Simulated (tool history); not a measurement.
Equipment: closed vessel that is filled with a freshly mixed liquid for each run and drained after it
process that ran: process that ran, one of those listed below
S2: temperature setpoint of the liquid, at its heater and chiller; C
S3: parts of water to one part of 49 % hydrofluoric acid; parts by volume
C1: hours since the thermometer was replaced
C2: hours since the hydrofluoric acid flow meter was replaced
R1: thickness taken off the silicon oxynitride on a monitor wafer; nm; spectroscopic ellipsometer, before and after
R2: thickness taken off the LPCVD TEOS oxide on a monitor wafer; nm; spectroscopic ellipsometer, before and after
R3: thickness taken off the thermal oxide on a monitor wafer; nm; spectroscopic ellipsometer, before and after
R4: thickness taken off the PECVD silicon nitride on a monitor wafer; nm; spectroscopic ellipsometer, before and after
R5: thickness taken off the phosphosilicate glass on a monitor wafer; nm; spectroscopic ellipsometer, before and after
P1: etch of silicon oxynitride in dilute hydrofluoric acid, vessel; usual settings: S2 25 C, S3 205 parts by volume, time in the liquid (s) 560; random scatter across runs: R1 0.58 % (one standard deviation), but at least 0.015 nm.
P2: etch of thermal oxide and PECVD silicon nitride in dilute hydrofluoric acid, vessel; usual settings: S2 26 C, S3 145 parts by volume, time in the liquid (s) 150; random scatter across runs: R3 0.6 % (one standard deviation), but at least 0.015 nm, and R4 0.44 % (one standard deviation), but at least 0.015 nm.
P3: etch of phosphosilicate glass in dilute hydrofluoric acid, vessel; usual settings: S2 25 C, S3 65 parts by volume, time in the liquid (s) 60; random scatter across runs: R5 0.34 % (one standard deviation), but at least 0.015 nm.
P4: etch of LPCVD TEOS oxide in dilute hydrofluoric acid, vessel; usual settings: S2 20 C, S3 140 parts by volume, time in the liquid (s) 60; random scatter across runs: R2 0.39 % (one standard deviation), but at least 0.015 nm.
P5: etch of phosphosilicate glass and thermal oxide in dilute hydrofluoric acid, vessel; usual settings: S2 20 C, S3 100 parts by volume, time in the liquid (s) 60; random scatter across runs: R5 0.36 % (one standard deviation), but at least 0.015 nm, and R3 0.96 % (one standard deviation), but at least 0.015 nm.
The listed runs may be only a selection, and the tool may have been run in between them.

{"run": 1, "hour": 10.0, "process that ran": "P1", "S2": 25, "S3": 205, "time in the liquid (s)": 560, "C1": 708.4, "C2": 1194.3, "R1": 7.5221}
{"run": 2, "hour": 14.7, "process that ran": "P1", "S2": 25, "S3": 205, "time in the liquid (s)": 1060, "C1": 713.1, "C2": 1199, "R1": 14.288}
{"run": 3, "hour": 21.3, "process that ran": "P1", "S2": 19, "S3": 205, "time in the liquid (s)": 560, "C1": 719.7, "C2": 1205.6, "R1": 5.7119}
{"run": 4, "hour": 30.8, "process that ran": "P4", "S2": 20, "S3": 140, "time in the liquid (s)": 60, "C1": 729.2, "C2": 1215.1, "R2": 19.227}
{"run": 5, "hour": 39.4, "process that ran": "P2", "S2": 26, "S3": 75, "time in the liquid (s)": 150, "C1": 737.8, "C2": 1223.7, "R3": 10.535, "R4": 10.231}
{"run": 6, "hour": 47.3, "process that ran": "P5", "S2": 20, "S3": 100, "time in the liquid (s)": 30, "C1": 745.7, "C2": 1231.6, "R3": 1.1857, "R5": 48.647}
{"run": 7, "hour": 53.6, "process that ran": "P5", "S2": 20, "S3": 100, "time in the liquid (s)": 60, "C1": 752, "C2": 1237.9, "R3": 2.3556, "R5": 97.642}
{"run": 8, "hour": 59.9, "process that ran": "P1", "S2": 25, "S3": 205, "time in the liquid (s)": 560, "C1": 758.3, "C2": 1244.2, "R1": 7.5437}
{"run": 9, "hour": 69.9, "process that ran": "P3", "S2": 25, "S3": 65, "time in the liquid (s)": 60, "C1": 768.3, "C2": 1254.2, "R5": 193.34}
{"run": 10, "hour": 75.7, "process that ran": "P1", "S2": 30, "S3": 205, "time in the liquid (s)": 875, "C1": 774.1, "C2": 1260, "R1": 14.606}
{"run": 11, "hour": 81.1, "process that ran": "P5", "S2": 20, "S3": 100, "time in the liquid (s)": 60, "C1": 779.5, "C2": 1265.4, "R3": 2.3367, "R5": 98.171}
{"run": 12, "hour": 86.4, "process that ran": "P1", "S2": 25, "S3": 300, "time in the liquid (s)": 560, "C1": 784.8, "C2": 1270.7, "R1": 4.8198}
{"run": 13, "hour": 96.9, "process that ran": "P4", "S2": 17, "S3": 140, "time in the liquid (s)": 60, "C1": 795.3, "C2": 1281.2, "R2": 16.827}
{"run": 14, "hour": 102.7, "process that ran": "P1", "S2": 25, "S3": 205, "time in the liquid (s)": 225, "C1": 801.1, "C2": 1287, "R1": 3.0541}
{"run": 15, "hour": 109.0, "process that ran": "P1", "S2": 25, "S3": 205, "time in the liquid (s)": 560, "C1": 807.4, "C2": 1293.3, "R1": 7.5414}
{"run": 16, "hour": 116.9, "process that ran": "P1", "S2": 29, "S3": 205, "time in the liquid (s)": 560, "C1": 815.3, "C2": 1301.2, "R1": 8.9646}
{"run": 17, "hour": 122.4, "process that ran": "P4", "S2": 20, "S3": 220, "time in the liquid (s)": 60, "C1": 820.8, "C2": 1306.7, "R2": 11.321}
{"run": 18, "hour": 130.1, "process that ran": "P2", "S2": 33, "S3": 145, "time in the liquid (s)": 150, "C1": 828.5, "C2": 1314.4, "R3": 6.3864, "R4": 8.1224}
{"run": 19, "hour": 136.6, "process that ran": "P5", "S2": 20, "S3": 160, "time in the liquid (s)": 60, "C1": 835, "C2": 1320.9, "R3": 1.3755, "R5": 57.641}
{"run": 20, "hour": 143.7, "process that ran": "P2", "S2": 26, "S3": 145, "time in the liquid (s)": 50, "C1": 842.1, "C2": 1328, "R3": 1.6663, "R4": 1.7695}
{"run": 21, "hour": 152.3, "process that ran": "P1", "S2": 25, "S3": 205, "time in the liquid (s)": 560, "C1": 850.7, "C2": 1336.6, "R1": 7.5008}
{"run": 22, "hour": 157.2, "process that ran": "P1", "S2": 25, "S3": 205, "time in the liquid (s)": 560, "C1": 855.6, "C2": 1341.5, "R1": 7.5286}
{"run": 23, "hour": 167.4, "process that ran": "P3", "S2": 25, "S3": 65, "time in the liquid (s)": 85, "C1": 865.8, "C2": 1351.7, "R5": 273.73}
{"hour": 171.1, "done": "thermometer replaced"}
{"run": 24, "hour": 174.1, "process that ran": "P3", "S2": 25, "S3": 65, "time in the liquid (s)": 60, "C1": 3, "C2": 1358.4, "R5": 193.81}
{"run": 25, "hour": 183.1, "process that ran": "P3", "S2": 29.5, "S3": 65, "time in the liquid (s)": 60, "C1": 12, "C2": 1367.4, "R5": 231.92}
{"run": 26, "hour": 188.8, "process that ran": "P4", "S2": 20, "S3": 140, "time in the liquid (s)": 30, "C1": 17.7, "C2": 1373.1, "R2": 9.6191}
{"run": 27, "hour": 198.1, "process that ran": "P1", "S2": 25, "S3": 115, "time in the liquid (s)": 945, "C1": 27, "C2": 1382.4, "R1": 24.372}
{"run": 28, "hour": 207.0, "process that ran": "P1", "S2": 25, "S3": 205, "time in the liquid (s)": 560, "C1": 35.9, "C2": 1391.3, "R1": 7.5147}
{"run": 29, "hour": 214.7, "process that ran": "P2", "S2": 26, "S3": 145, "time in the liquid (s)": 150, "C1": 43.6, "C2": 1399, "R3": 4.9321, "R4": 5.3092}
{"run": 30, "hour": 219.9, "process that ran": "P5", "S2": 17, "S3": 100, "time in the liquid (s)": 60, "C1": 48.8, "C2": 1404.2, "R3": 2.0583, "R5": 86.501}
{"run": 31, "hour": 228.3, "process that ran": "P3", "S2": 25, "S3": 20, "time in the liquid (s)": 60, "C1": 57.2, "C2": 1412.6, "R5": 672.09}
{"run": 32, "hour": 238.3, "process that ran": "P1", "S2": 20, "S3": 325, "time in the liquid (s)": 560, "C1": 67.2, "C2": 1422.6, "R1": 3.5404}
{"run": 33, "hour": 247.4, "process that ran": "P1", "S2": 25, "S3": 205, "time in the liquid (s)": 560, "C1": 76.3, "C2": 1431.7, "R1": 7.5669}
{"run": 34, "hour": 255.1, "process that ran": "P1", "S2": 25, "S3": 60, "time in the liquid (s)": 560, "C1": 84, "C2": 1439.4, "R1": 28.97}
{"run": 35, "hour": 265.4, "process that ran": "P1", "S2": 25, "S3": 205, "time in the liquid (s)": 560, "C1": 94.3, "C2": 1449.7, "R1": 7.5797}
{"run": 36, "hour": 273.4, "process that ran": "P1", "S2": 25, "S3": 205, "time in the liquid (s)": 560, "C1": 102.3, "C2": 1457.7, "R1": 7.6912}
{"run": 37, "hour": 283.3, "process that ran": "P1", "S2": 25, "S3": 205, "time in the liquid (s)": 560, "C1": 112.2, "C2": 1467.6, "R1": 7.7989}
{"run": 38, "hour": 291.1, "process that ran": "P1", "S2": 25, "S3": 205, "time in the liquid (s)": 560, "C1": 120, "C2": 1475.4, "R1": 7.7353}
{"run": 39, "hour": 299.6, "process that ran": "P1", "S2": 25, "S3": 205, "time in the liquid (s)": 560, "C1": 128.5, "C2": 1483.9, "R1": 7.8764}
{"run": 40, "hour": 307.4, "process that ran": "P1", "S2": 25, "S3": 205, "time in the liquid (s)": 560, "C1": 136.3, "C2": 1491.7, "R1": 7.9656}
{"run": 41, "hour": 317.5, "process that ran": "P1", "S2": 25, "S3": 205, "time in the liquid (s)": 560, "C1": 146.4, "C2": 1501.8, "R1": 8.0027}
{"run": 42, "hour": 324.6, "process that ran": "P1", "S2": 25, "S3": 205, "time in the liquid (s)": 560, "C1": 153.5, "C2": 1508.9, "R1": 8.0223}
{"run": 43, "hour": 333.8, "process that ran": "P1", "S2": 25, "S3": 205, "time in the liquid (s)": 560, "C1": 162.7, "C2": 1518.1, "R1": 8.1055}
{"run": 44, "hour": 340.2, "process that ran": "P1", "S2": 25, "S3": 205, "time in the liquid (s)": 560, "C1": 169.1, "C2": 1524.5, "R1": 7.9369}
{"run": 45, "hour": 345.7, "process that ran": "P1", "S2": 25, "S3": 205, "time in the liquid (s)": 560, "C1": 174.6, "C2": 1530, "R1": 7.9735}

Something has made what P1 gives creep away from where it was; the 2 causes below, each at its own stated size, fit the log equally well:
A: liquid hotter than its thermometer reads (K) = 1.38
B: hydrofluoric acid flow above the setpoint (%) = 5.36
Onset of the creep was near hour 265.4.

4 check runs are offered, each on 2 wafers whose results are averaged, their results left as question marks. Which one tells the causes apart?
{"run": "check 1", "hour": 351.2, "process that ran": "P3", "S2": 25, "S3": 65, "time in the liquid (s)": 60, "R5": "?"}
{"run": "check 2", "hour": 351.2, "process that ran": "P2", "S2": 26, "S3": 145, "time in the liquid (s)": 150, "R3": "?", "R4": "?"}
{"run": "check 3", "hour": 351.2, "process that ran": "P4", "S2": 20, "S3": 140, "time in the liquid (s)": 60, "R2": "?"}
{"run": "check 4", "hour": 351.2, "process that ran": "P5", "S2": 20, "S3": 100, "time in the liquid (s)": 60, "R3": "?", "R5": "?"}

If the cause were each of the candidates in turn, the checks would give the following:
check=check_1 result=R5 if_A=205.16 if_B=205.43
check=check_2 result=R3 if_A=5.2278 if_B=5.2785
check=check_2 result=R4 if_A=5.7646 if_B=5.5659
check=check_3 result=R2 if_A=20.293 if_B=20.391
check=check_4 result=R3 if_A=2.5059 if_B=2.51
check=check_4 result=R5 if_A=103.63 if_B=103.79
Smallest distance between any two causes, each pair judged by its most separating result, in per cent: check 1 0.13 %; check 2 3.51 %; check 3 0.49 %; check 4 0.16 %
The other checks would show nearly matching results whichever cause is true, so check 2 is the only one that separates the causes.

The results of check 2 are: R3 5.2019 nm; R4 5.7616 nm. Based on these, which of the listed causes is it?

Of the candidate causes, it is A: liquid hotter than its thermometer reads (K).

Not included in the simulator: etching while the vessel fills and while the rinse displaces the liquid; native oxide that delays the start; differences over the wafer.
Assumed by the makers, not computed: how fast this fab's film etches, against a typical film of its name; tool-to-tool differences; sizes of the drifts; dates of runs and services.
